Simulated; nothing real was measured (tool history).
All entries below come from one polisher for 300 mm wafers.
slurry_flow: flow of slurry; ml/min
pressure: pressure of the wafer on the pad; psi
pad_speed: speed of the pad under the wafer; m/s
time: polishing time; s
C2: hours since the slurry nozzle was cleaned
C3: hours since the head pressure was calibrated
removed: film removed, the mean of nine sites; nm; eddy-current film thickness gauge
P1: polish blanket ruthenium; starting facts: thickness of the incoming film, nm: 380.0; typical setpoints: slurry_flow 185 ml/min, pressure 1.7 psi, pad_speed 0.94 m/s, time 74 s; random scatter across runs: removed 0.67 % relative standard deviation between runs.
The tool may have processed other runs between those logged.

run 1 hour=5.2 | slurry_flow=185 pressure=1.7 pad_speed=0.94 time=74 | wafers_polished_on_this_pad=608 C2=206.8 C3=443.8 | removed=62.373
run 2 hour=12.7 | slurry_flow=185 pressure=0.8 pad_speed=0.94 time=74 | wafers_polished_on_this_pad=674 C2=214.3 C3=451.3 | removed=29.391
run 3 hour=18.7 | slurry_flow=185 pressure=1.7 pad_speed=0.94 time=74 | wafers_polished_on_this_pad=727 C2=220.3 C3=457.3 | removed=62.235
run 4 hour=24.1 | slurry_flow=185 pressure=2.7 pad_speed=0.94 time=74 | wafers_polished_on_this_pad=775 C2=225.7 C3=462.7 | removed=99.200
run 5 hour=27.8 | slurry_flow=270 pressure=1.7 pad_speed=0.94 time=74 | wafers_polished_on_this_pad=807 C2=229.4 C3=466.4 | removed=65.034
run 6 hour=31.8 | slurry_flow=185 pressure=2.3 pad_speed=0.94 time=92 | wafers_polished_on_this_pad=842 C2=233.4 C3=470.4 | removed=104.620
run 7 hour=37.7 | slurry_flow=185 pressure=1.7 pad_speed=0.94 time=33 | wafers_polished_on_this_pad=895 C2=239.3 C3=476.3 | removed=27.449
run 8 hour=41.0 | slurry_flow=185 pressure=1.7 pad_speed=0.44 time=74 | wafers_polished_on_this_pad=924 C2=242.6 C3=479.6 | removed=29.028
run 9 hour=44.5 | slurry_flow=185 pressure=1.7 pad_speed=0.60 time=52 | wafers_polished_on_this_pad=954 C2=246.1 C3=483.1 | removed=27.762
run 10 hour=49.2 | slurry_flow=110 pressure=1.7 pad_speed=0.94 time=74 | wafers_polished_on_this_pad=996 C2=250.8 C3=487.8 | removed=56.159
run 11 hour=54.4 | slurry_flow=185 pressure=1.7 pad_speed=0.94 time=93 | wafers_polished_on_this_pad=1042 C2=256.0 C3=493.0 | removed=78.303
run 12 hour=58.1 | slurry_flow=185 pressure=1.7 pad_speed=0.94 time=74 | wafers_polished_on_this_pad=1074 C2=259.7 C3=496.7 | removed=61.747
run 13 hour=61.4 | slurry_flow=185 pressure=1.7 pad_speed=0.62 time=38 | wafers_polished_on_this_pad=1104 C2=263.0 C3=500.0 | removed=20.817
run 14 hour=68.5 | slurry_flow=185 pressure=1.7 pad_speed=0.94 time=74 | wafers_polished_on_this_pad=1166 C2=270.1 C3=507.1 | removed=60.844
-- hour=69.3 slurry nozzle cleaned
run 15 hour=73.9 | slurry_flow=185 pressure=1.7 pad_speed=0.94 time=74 | wafers_polished_on_this_pad=1214 C2=4.6 C3=512.5 | removed=62.173
run 16 hour=80.1 | slurry_flow=185 pressure=1.7 pad_speed=0.94 time=74 | wafers_polished_on_this_pad=1268 C2=10.8 C3=518.7 | removed=62.072
run 17 hour=86.0 | slurry_flow=185 pressure=1.7 pad_speed=1.30 time=74 | wafers_polished_on_this_pad=1320 C2=16.7 C3=524.6 | removed=85.556
run 18 hour=89.3 | slurry_flow=185 pressure=1.7 pad_speed=0.94 time=74 | wafers_polished_on_this_pad=1350 C2=20.0 C3=527.9 | removed=61.748
run 19 hour=95.7 | slurry_flow=185 pressure=1.7 pad_speed=0.94 time=74 | wafers_polished_on_this_pad=1406 C2=26.4 C3=534.3 | removed=59.645
run 20 hour=99.2 | slurry_flow=185 pressure=1.7 pad_speed=0.94 time=74 | wafers_polished_on_this_pad=1437 C2=29.9 C3=537.8 | removed=58.849
run 21 hour=103.2 | slurry_flow=185 pressure=1.7 pad_speed=0.94 time=74 | wafers_polished_on_this_pad=1472 C2=33.9 C3=541.8 | removed=58.361
run 22 hour=107.7 | slurry_flow=185 pressure=1.7 pad_speed=0.94 time=74 | wafers_polished_on_this_pad=1512 C2=38.4 C3=546.3 | removed=57.977
-- hour=108.3 worn pad replaced by a new one
run 23 hour=113.1 | slurry_flow=185 pressure=1.7 pad_speed=0.94 time=74 | wafers_polished_on_this_pad=42 C2=43.8 C3=551.7 | removed=57.857
run 24 hour=119.5 | slurry_flow=185 pressure=1.7 pad_speed=0.94 time=74 | wafers_polished_on_this_pad=99 C2=50.2 C3=558.1 | removed=57.460

The output of P1 has drifted from where it used to be. Each of the 2 causes below, taken at the size shown beside it, accounts for the log equally well:
A: head's pressure below its setpoint, % = 7.14
B: slurry flow missing at the pad, % = 34.8
The process output started creeping at around hour 89.3.
Other possible causes, and why each is ruled out:
removal rate lost through wear of the pad, %: work on it at hour 108.3, done after the drift set in, did not restore what the process gave before

Below are 4 check runs, each averaged over 2 wafers, with their results shown as question marks. Which of them would give clearly different results depending on which cause is behind the drift?
run check 1 hour=125.9 | slurry_flow=185 pressure=1.7 pad_speed=1.30 time=33 | removed=?
run check 2 hour=125.9 | slurry_flow=185 pressure=1.7 pad_speed=0.48 time=38 | removed=?
run check 3 hour=125.9 | slurry_flow=110 pressure=2.6 pad_speed=0.94 time=74 | removed=?
run check 4 hour=125.9 | slurry_flow=185 pressure=2.1 pad_speed=0.66 time=74 | removed=?

Expected result of each check under each candidate cause:
check=check_1 result=removed if_A=35.442 if_B=35.439
check=check_2 result=removed if_A=15.069 if_B=15.068
check=check_3 result=removed if_A=79.981 if_B=76.538
check=check_4 result=removed if_A=49.843 if_B=49.839
Distance between the nearest two causes, measured in the result of the check that separates them most: check 1 0.01 %; check 2 0.01 %; check 3 4.4 %; check 4 0.01 %
Only check 3 tells the causes apart: in the others they would give nearly the same result.

Check 3 was then run and gave: removed 76.504 nm. Which cause is it?

The cause is B: slurry flow missing at the pad, %.

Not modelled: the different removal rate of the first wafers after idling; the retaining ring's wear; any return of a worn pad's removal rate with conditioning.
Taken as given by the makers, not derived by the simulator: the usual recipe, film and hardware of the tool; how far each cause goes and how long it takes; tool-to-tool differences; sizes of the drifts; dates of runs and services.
